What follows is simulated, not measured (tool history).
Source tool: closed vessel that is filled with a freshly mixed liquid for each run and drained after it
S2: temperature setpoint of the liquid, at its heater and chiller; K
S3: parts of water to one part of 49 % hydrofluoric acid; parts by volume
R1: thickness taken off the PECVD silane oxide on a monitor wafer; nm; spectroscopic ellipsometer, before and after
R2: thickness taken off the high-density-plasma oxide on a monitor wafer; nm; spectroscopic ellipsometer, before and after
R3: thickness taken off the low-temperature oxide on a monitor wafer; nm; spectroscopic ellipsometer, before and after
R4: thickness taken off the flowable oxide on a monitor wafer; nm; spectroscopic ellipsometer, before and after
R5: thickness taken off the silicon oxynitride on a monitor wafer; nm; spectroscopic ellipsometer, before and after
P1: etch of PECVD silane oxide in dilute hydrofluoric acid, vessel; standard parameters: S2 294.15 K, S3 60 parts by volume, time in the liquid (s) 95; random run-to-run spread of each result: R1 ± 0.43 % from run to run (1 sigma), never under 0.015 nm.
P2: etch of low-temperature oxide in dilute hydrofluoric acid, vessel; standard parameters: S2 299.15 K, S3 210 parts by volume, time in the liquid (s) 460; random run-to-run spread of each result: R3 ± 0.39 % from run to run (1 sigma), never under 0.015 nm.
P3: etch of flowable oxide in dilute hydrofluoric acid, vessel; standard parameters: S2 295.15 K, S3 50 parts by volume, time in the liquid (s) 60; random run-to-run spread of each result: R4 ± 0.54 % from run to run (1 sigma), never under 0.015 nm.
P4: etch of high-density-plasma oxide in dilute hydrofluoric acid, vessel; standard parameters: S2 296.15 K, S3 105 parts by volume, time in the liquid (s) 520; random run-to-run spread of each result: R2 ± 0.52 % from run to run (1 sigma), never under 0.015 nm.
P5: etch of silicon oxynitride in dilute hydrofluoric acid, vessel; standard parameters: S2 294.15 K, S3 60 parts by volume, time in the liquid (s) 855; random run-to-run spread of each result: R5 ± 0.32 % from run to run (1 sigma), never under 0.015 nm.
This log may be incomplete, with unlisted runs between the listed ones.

Run 1, hour 3.9: process that ran P1, S2 294.15 K, S3 60 parts by volume, time in the liquid (s) 95. Result: R1 24.307 nm.
Run 2, hour 10.3: process that ran P1, S2 294.15 K, S3 60 parts by volume, time in the liquid (s) 165. Result: R1 42.341 nm.
Run 3, hour 15.9: process that ran P4, S2 296.15 K, S3 65 parts by volume, time in the liquid (s) 520. Result: R2 56.111 nm.
At hour 19.6: hydrofluoric acid flow meter replaced.
Run 4, hour 20.9: process that ran P2, S2 291.15 K, S3 210 parts by volume, time in the liquid (s) 460. Result: R3 16.453 nm.
Run 5, hour 23.9: process that ran P1, S2 294.15 K, S3 20 parts by volume, time in the liquid (s) 95. Result: R1 76.963 nm.
Run 6, hour 28.4: process that ran P1, S2 294.15 K, S3 60 parts by volume, time in the liquid (s) 95. Result: R1 24.39 nm.
Run 7, hour 33.4: process that ran P1, S2 299.15 K, S3 60 parts by volume, time in the liquid (s) 95. Result: R1 30.14 nm.
Run 8, hour 38.8: process that ran P3, S2 295.15 K, S3 50 parts by volume, time in the liquid (s) 60. Result: R4 35.952 nm.
Run 9, hour 42.9: process that ran P1, S2 294.15 K, S3 60 parts by volume, time in the liquid (s) 95. Result: R1 24.435 nm.
Run 10, hour 47.3: process that ran P2, S2 299.15 K, S3 210 parts by volume, time in the liquid (s) 750. Result: R3 36.258 nm.
Run 11, hour 52.6: process that ran P1, S2 294.15 K, S3 80 parts by volume, time in the liquid (s) 95. Result: R1 17.803 nm.
Run 12, hour 56.8: process that ran P1, S2 302.15 K, S3 90 parts by volume, time in the liquid (s) 95. Result: R1 21.625 nm.
Run 13, hour 59.7: process that ran P3, S2 295.15 K, S3 50 parts by volume, time in the liquid (s) 60. Result: R4 35.898 nm.
Run 14, hour 63: process that ran P5, S2 302.65 K, S3 60 parts by volume, time in the liquid (s) 855. Result: R5 57.962 nm.
Run 15, hour 68.4: process that ran P2, S2 299.15 K, S3 385 parts by volume, time in the liquid (s) 460. Result: R3 10.104 nm.
Run 16, hour 72.2: process that ran P1, S2 294.15 K, S3 60 parts by volume, time in the liquid (s) 95. Result: R1 24.314 nm.
Run 17, hour 77.7: process that ran P1, S2 298.15 K, S3 85 parts by volume, time in the liquid (s) 95. Result: R1 19.748 nm.
Run 18, hour 80.7: process that ran P4, S2 296.15 K, S3 105 parts by volume, time in the liquid (s) 520. Result: R2 33.132 nm.
Run 19, hour 87: process that ran P5, S2 294.15 K, S3 60 parts by volume, time in the liquid (s) 855. Result: R5 38.442 nm.
Run 20, hour 90.5: process that ran P1, S2 294.15 K, S3 60 parts by volume, time in the liquid (s) 95. Result: R1 24.447 nm.
Run 21, hour 93.9: process that ran P3, S2 295.15 K, S3 50 parts by volume, time in the liquid (s) 30. Result: R4 18.17 nm.
Run 22, hour 98.1: process that ran P5, S2 294.15 K, S3 60 parts by volume, time in the liquid (s) 425. Result: R5 19.169 nm.
Run 23, hour 101.1: process that ran P1, S2 290.15 K, S3 60 parts by volume, time in the liquid (s) 95. Result: R1 20.583 nm.
Run 24, hour 105.3: process that ran P1, S2 294.15 K, S3 60 parts by volume, time in the liquid (s) 55. Result: R1 14.164 nm.
Run 25, hour 110.8: process that ran P1, S2 294.15 K, S3 60 parts by volume, time in the liquid (s) 95. Result: R1 24.378 nm.
Run 26, hour 115.7: process that ran P2, S2 299.15 K, S3 210 parts by volume, time in the liquid (s) 460. Result: R3 22.131 nm.
At hour 116: thermometer replaced.
Run 27, hour 118.7: process that ran P4, S2 300.65 K, S3 105 parts by volume, time in the liquid (s) 520. Result: R2 39.574 nm.
Run 28, hour 124.2: process that ran P5, S2 294.15 K, S3 60 parts by volume, time in the liquid (s) 855. Result: R5 38.455 nm.
Run 29, hour 127.9: process that ran P4, S2 296.15 K, S3 105 parts by volume, time in the liquid (s) 1020. Result: R2 64.43 nm.
Run 30, hour 132: process that ran P5, S2 294.15 K, S3 110 parts by volume, time in the liquid (s) 855. Result: R5 20.215 nm.
Run 31, hour 136.9: process that ran P1, S2 294.15 K, S3 60 parts by volume, time in the liquid (s) 95. Result: R1 24.531 nm.
Run 32, hour 143: process that ran P3, S2 298.65 K, S3 50 parts by volume, time in the liquid (s) 60. Result: R4 41.931 nm.
Run 33, hour 148.5: process that ran P1, S2 290.15 K, S3 90 parts by volume, time in the liquid (s) 95. Result: R1 13.289 nm.
Run 34, hour 153.1: process that ran P3, S2 295.15 K, S3 80 parts by volume, time in the liquid (s) 60. Result: R4 21.741 nm.
Run 35, hour 158.6: process that ran P1, S2 294.15 K, S3 60 parts by volume, time in the liquid (s) 95. Result: R1 24.298 nm.
Run 36, hour 163.6: process that ran P1, S2 294.15 K, S3 60 parts by volume, time in the liquid (s) 95. Result: R1 25.288 nm.
Run 37, hour 169.5: process that ran P1, S2 294.15 K, S3 60 parts by volume, time in the liquid (s) 95. Result: R1 26.022 nm.
Run 38, hour 174.5: process that ran P1, S2 294.15 K, S3 60 parts by volume, time in the liquid (s) 95. Result: R1 26.075 nm.
Run 39, hour 178: process that ran P1, S2 294.15 K, S3 60 parts by volume, time in the liquid (s) 95. Result: R1 26.181 nm.
Run 40, hour 181: process that ran P1, S2 294.15 K, S3 60 parts by volume, time in the liquid (s) 95. Result: R1 26.428 nm.
Run 41, hour 186.2: process that ran P1, S2 294.15 K, S3 60 parts by volume, time in the liquid (s) 95. Result: R1 26.181 nm.

Compared with where it was, what P1 gives has crept away. Each cause listed below fits the log as well as the rest, at the size given for it:
A: hydrofluoric acid flow above the setpoint (%) = 7.32
B: liquid hotter than its thermometer reads (K) = 1.83
Creep in the process output first set in at about hour 158.6.

The check runs listed below each take one wafer, and their results are still question marks. Under which run would the listed causes lead to clearly different results?
Run check 1, hour 191.4: process that ran P2, S2 299.15 K, S3 375 parts by volume, time in the liquid (s) 460. Result: R3 ?.
Run check 2, hour 191.4: process that ran P3, S2 295.15 K, S3 70 parts by volume, time in the liquid (s) 40. Result: R4 ?.
Run check 3, hour 191.4: process that ran P4, S2 299.65 K, S3 105 parts by volume, time in the liquid (s) 520. Result: R2 ?.
Run check 4, hour 191.4: process that ran P5, S2 302.15 K, S3 110 parts by volume, time in the liquid (s) 855. Result: R5 ?.

Outcome of each check run for each possible cause:
  check  result    if A    if B
check 1      R3  11.543  11.128
check 2      R4  18.037  18.008
check 3      R2  41.181  40.774
check 4      R5  31.723  31.835
Per check, the gap between the least separated pair of causes, taken in the result that splits them most: check 1 3.66 %; check 2 0.16 %; check 3 0.99 %; check 4 0.35 %
The other checks would show nearly matching results whichever cause is true, so check 1 is the only one that separates the causes.

After running check 1, the following was obtained: R3 11.594 nm. Which cause does this point to?

The cause is A: hydrofluoric acid flow above the setpoint (%).
